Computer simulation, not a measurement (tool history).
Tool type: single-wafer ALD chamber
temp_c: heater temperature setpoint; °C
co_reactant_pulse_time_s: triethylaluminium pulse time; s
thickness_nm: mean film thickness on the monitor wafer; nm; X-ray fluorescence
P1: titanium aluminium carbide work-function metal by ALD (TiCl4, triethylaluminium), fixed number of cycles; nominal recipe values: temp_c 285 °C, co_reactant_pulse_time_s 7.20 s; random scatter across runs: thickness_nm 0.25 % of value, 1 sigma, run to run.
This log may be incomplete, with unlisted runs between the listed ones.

| run | day | temp_c | co_reactant_pulse_time_s | hours since the last thermocouple change | hours since the last triethylaluminium bottle change | thickness_nm |
|---|---|---|---|---|---|---|
| 1 | 0.217 | 285 | 7.20 | 503.4 | 75.7 | 1.8106 |
| 2 | 0.433 | 285 | 7.20 | 508.6 | 80.9 | 1.8150 |
| 3 | 0.583 | 299 | 10.57 | 512.2 | 84.5 | 2.0468 |
| 4 | 0.729 | 285 | 7.20 | 515.7 | 88.0 | 1.8178 |
| 5 | 0.921 | 285 | 7.20 | 520.3 | 92.6 | 1.8129 |
| 6 | 1.050 | 262 | 7.20 | 523.4 | 95.7 | 1.6159 |
| 7 | 1.188 | 301 | 10.88 | 526.7 | 99.0 | 2.0742 |
| 8 | 1.442 | 309 | 7.20 | 532.8 | 105.1 | 2.0097 |
| 9 | 1.671 | 285 | 7.20 | 538.3 | 110.6 | 1.8145 |
| 10 | 1.933 | 285 | 9.63 | 544.6 | 116.9 | 1.9102 |
| 11 | 2.133 | 285 | 2.85 | 549.4 | 121.7 | 1.2370 |
| 12 | 2.275 | 299 | 10.21 | 552.8 | 125.1 | 2.0469 |
| 13 | 2.458 | 285 | 7.20 | 557.2 | 129.5 | 1.8180 |
| 14 | 2.625 | 285 | 7.20 | 561.2 | 133.5 | 1.7929 |
| 15 | 2.788 | 285 | 7.20 | 565.1 | 137.4 | 1.7939 |
| 16 | 3.075 | 285 | 7.20 | 572.0 | 144.3 | 1.7790 |
| 17 | 3.262 | 285 | 7.20 | 576.5 | 148.8 | 1.7689 |
| 18 | 3.442 | 285 | 7.20 | 580.8 | 153.1 | 1.7803 |
| 19 | 3.604 | 285 | 7.20 | 584.7 | 157.0 | 1.7721 |
| 20 | 3.883 | 285 | 7.20 | 591.4 | 163.7 | 1.7738 |
| 21 | 4.117 | 285 | 7.20 | 597.0 | 169.3 | 1.7703 |
| 22 | 4.375 | 285 | 7.20 | 603.2 | 175.5 | 1.7737 |

P1 no longer gives what it gave before; its output has crept away from where it was. The following 2 causes, each at its listed size, fit the log equally well:
A: triethylaluminium dose below that of a fresh bottle (%) = 9.72
B: wafer temperature below the value expected at the setpoint (K) = 5.44
The drift started at roughly day 2.458.

Which of the 4 check runs listed below separates the causes, so that each cause would produce a clearly different result? Each run uses one wafer, and its results are marked with question marks.
| check 1 | 4.633 | 275 | 3.21 |  |  | ? |
| check 2 | 4.633 | 303 | 7.20 |  |  | ? |
| check 3 | 4.633 | 275 | 7.20 |  |  | ? |
| check 4 | 4.633 | 263 | 7.20 |  |  | ? |

Predicted outcomes, by check and by cause:
| check | result | if A | if B |
|---|---|---|---|
| check 1 | thickness_nm | 1.1930 | 1.2314 |
| check 2 | thickness_nm | 1.9151 | 1.9181 |
| check 3 | thickness_nm | 1.6874 | 1.6859 |
| check 4 | thickness_nm | 1.5919 | 1.5886 |
Separation of the two closest causes in each check, using whichever result separates them best: check 1 3.16 %; check 2 0.16 %; check 3 0.09 %; check 4 0.21 %
Only check 1 tells the causes apart: in the others they would give nearly the same result.

Then check 1 was run and gave: thickness_nm 1.2331 nm. Which cause is it?

The cause is B: wafer temperature below the value expected at the setpoint (K).
